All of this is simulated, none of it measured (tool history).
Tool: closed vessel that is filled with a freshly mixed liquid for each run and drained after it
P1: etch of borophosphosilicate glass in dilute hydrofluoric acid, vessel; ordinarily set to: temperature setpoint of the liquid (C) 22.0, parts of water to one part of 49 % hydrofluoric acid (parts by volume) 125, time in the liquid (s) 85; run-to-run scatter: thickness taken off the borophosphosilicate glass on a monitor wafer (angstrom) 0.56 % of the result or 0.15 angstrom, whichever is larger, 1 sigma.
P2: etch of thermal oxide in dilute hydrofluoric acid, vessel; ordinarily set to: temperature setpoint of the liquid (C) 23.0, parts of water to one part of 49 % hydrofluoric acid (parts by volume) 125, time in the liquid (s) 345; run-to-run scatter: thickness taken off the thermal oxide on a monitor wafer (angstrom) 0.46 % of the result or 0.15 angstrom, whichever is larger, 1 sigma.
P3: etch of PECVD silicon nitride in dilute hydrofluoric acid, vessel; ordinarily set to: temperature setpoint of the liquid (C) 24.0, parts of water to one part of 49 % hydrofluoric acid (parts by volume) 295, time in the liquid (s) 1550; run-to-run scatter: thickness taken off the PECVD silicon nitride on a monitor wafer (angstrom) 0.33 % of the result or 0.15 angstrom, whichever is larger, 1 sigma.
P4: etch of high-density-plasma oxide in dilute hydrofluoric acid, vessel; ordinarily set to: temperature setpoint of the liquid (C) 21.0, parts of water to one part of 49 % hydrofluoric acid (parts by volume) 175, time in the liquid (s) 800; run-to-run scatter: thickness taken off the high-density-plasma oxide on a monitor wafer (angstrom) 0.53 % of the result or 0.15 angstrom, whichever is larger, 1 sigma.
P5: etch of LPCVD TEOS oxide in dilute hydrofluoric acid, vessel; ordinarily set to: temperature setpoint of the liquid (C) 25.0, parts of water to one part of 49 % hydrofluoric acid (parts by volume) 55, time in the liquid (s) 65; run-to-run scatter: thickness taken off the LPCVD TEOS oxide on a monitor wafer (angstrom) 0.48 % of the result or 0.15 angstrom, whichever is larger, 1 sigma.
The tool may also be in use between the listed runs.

run    day  process that ran  temperature setpoint of the liquid (C)  parts of water to one part of 49 % hydrofluoric acid (parts by volume)  time in the liquid (s)  thickness taken off the borophosphosilicate glass on a monitor wafer (angstrom)  thickness taken off the LPCVD TEOS oxide on a monitor wafer (angstrom)  thickness taken off the PECVD silicon nitride on a monitor wafer (angstrom)  thickness taken off the high-density-plasma oxide on a monitor wafer (angstrom)  thickness taken off the thermal oxide on a monitor wafer (angstrom)
  1  0.275                P1                                    22.0                                                                     125                      85                                                                          179.550
  2  0.404                P5                                    32.5                                                                      55                      65                                                                                                                                                   552.11
  3  0.579                P3                                    24.0                                                                     130                    1550                                                                                                                                                                                                                               427.250
  4  0.704                P4                                    21.0                                                                     175                     800                                                                                                                                                                                                                                                                                                                383.730
  5  0.908                P2                                    31.5                                                                     125                     345                                                                                                                                                                                                                                                                                                                                                                                     172.350
  6  1.158                P1                                    22.0                                                                     125                      85                                                                          179.770
  7  1.283                P1                                    22.0                                                                     125                      85                                                                          179.370
  8  1.438                P3                                    24.0                                                                     295                     290                                                                                                                                                                                                                                35.706
  9  1.608                P4                                    17.0                                                                     175                     800                                                                                                                                                                                                                                                                                                                330.240
 10  1.821                P2                                    23.0                                                                     125                     345                                                                                                                                                                                                                                                                                                                                                                                     125.760
 11  1.996                P2                                    23.0                                                                     125                     345                                                                                                                                                                                                                                                                                                                                                                                     124.530
 12  2.238                P3                                    24.0                                                                     295                    1550                                                                                                                                                                                                                               189.680
 13  2.358                P3                                    24.0                                                                     295                    1550                                                                                                                                                                                                                               189.450
 14  2.488                P1                                    22.0                                                                     125                      85                                                                          176.710
 15  2.758                P1                                    28.5                                                                      65                      85                                                                          476.060
 16  2.888                P1                                    28.5                                                                     125                      85                                                                          228.730
 17  3.167                P4                                    21.0                                                                      55                     800                                                                                                                                                                                                                                                                                                               1418.400
 18  3.329                P5                                    25.0                                                                      55                     120                                                                                                                                                   761.84
     3.371  -- thermometer replaced
 19  3.562                P1                                    22.0                                                                      50                      85                                                                          488.170
 20  3.754                P1                                    17.0                                                                     125                      85                                                                          146.010
 21  3.958                P1                                    22.0                                                                     125                      85                                                                          178.750
 22  4.167                P2                                    23.0                                                                      45                     345                                                                                                                                                                                                                                                                                                                                                                                     384.900
 23  4.358                P3                                    18.0                                                                     295                    1550                                                                                                                                                                                                                               129.970
 24  4.483                P4                                    21.0                                                                     175                     800                                                                                                                                                                                                                                                                                                                385.110
 25  4.671                P4                                    21.0                                                                     175                     125                                                                                                                                                                                                                                                                                                                 61.553
 26  4.892                P5                                    25.0                                                                      55                      65                                                                                                                                                   411.56
 27  5.058                P5                                    25.0                                                                      55                      65                                                                                                                                                   408.23
 28  5.192                P2                                    23.0                                                                     125                      45                                                                                                                                                                                                                                                                                                                                                                                      16.218
 29  5.400                P1                                    22.0                                                                     125                     155                                                                          322.790
 30  5.604                P1                                    22.0                                                                     180                      85                                                                          117.290
 31  5.792                P1                                    22.0                                                                     125                      85                                                                          180.170
 32  5.933                P1                                    22.0                                                                     125                      30                                                                           63.187
 33  6.208                P5                                    25.0                                                                      90                      65                                                                                                                                                   241.41
 34  6.483                P1                                    18.0                                                                      55                      85                                                                          371.400
 35  6.650                P1                                    22.0                                                                     125                      85                                                                          177.800
 36  6.812                P1                                    22.0                                                                     125                      85                                                                          186.010
 37  7.075                P1                                    22.0                                                                     125                      85                                                                          190.780
 38  7.212                P1                                    22.0                                                                     125                      85                                                                          192.490
 39  7.483                P1                                    22.0                                                                     125                      85                                                                          195.680
 40  7.729                P1                                    22.0                                                                     125                      85                                                                          196.070
 41  7.858                P1                                    22.0                                                                     125                      85                                                                          196.110

The output of P1 has drifted from where it used to be. Each of the 2 causes below, taken at the size shown beside it, accounts for the log equally well:
A: hydrofluoric acid flow above the setpoint (%) = 8.39
B: liquid hotter than its thermometer reads (K) = 2.34
The gradual shift began around day 6.650.

Consider the 4 single-wafer check runs listed below, results given as question marks: which one distinguishes between the causes by giving clearly different results for each?
check 1  7.988                P4                                    21.0                                                                     175                     800                                                                                                                                                                                                                                                                                                                      ?
check 2  7.988                P2                                    23.0                                                                     125                     345                                                                                                                                                                                                                                                                                                                                                                                           ?
check 3  7.988                P5                                    25.0                                                                      55                      65                                                                                                                                                        ?
check 4  7.988                P3                                    24.0                                                                     295                    1550                                                                                                                                                                                                                                     ?

How each check would come out, cause by cause:
  check                                                                           result     if A     if B
check 1  thickness taken off the high-density-plasma oxide on a monitor wafer (angstrom)  425.890  423.740
check 2              thickness taken off the thermal oxide on a monitor wafer (angstrom)  137.230  137.100
check 3           thickness taken off the LPCVD TEOS oxide on a monitor wafer (angstrom)   447.19   450.73
check 4      thickness taken off the PECVD silicon nitride on a monitor wafer (angstrom)  205.620  218.680
Separation of the two closest causes in each check, using whichever result separates them best: check 1 0.51 %; check 2 0.1 %; check 3 0.79 %; check 4 6.16 %
The causes can be told apart only by check 4. The other checks would give nearly the same results under each of them.

After running check 4, the following was obtained: thickness taken off the PECVD silicon nitride on a monitor wafer (angstrom) 206.060. Which cause does this point to?

The cause is A: hydrofluoric acid flow above the setpoint (%).
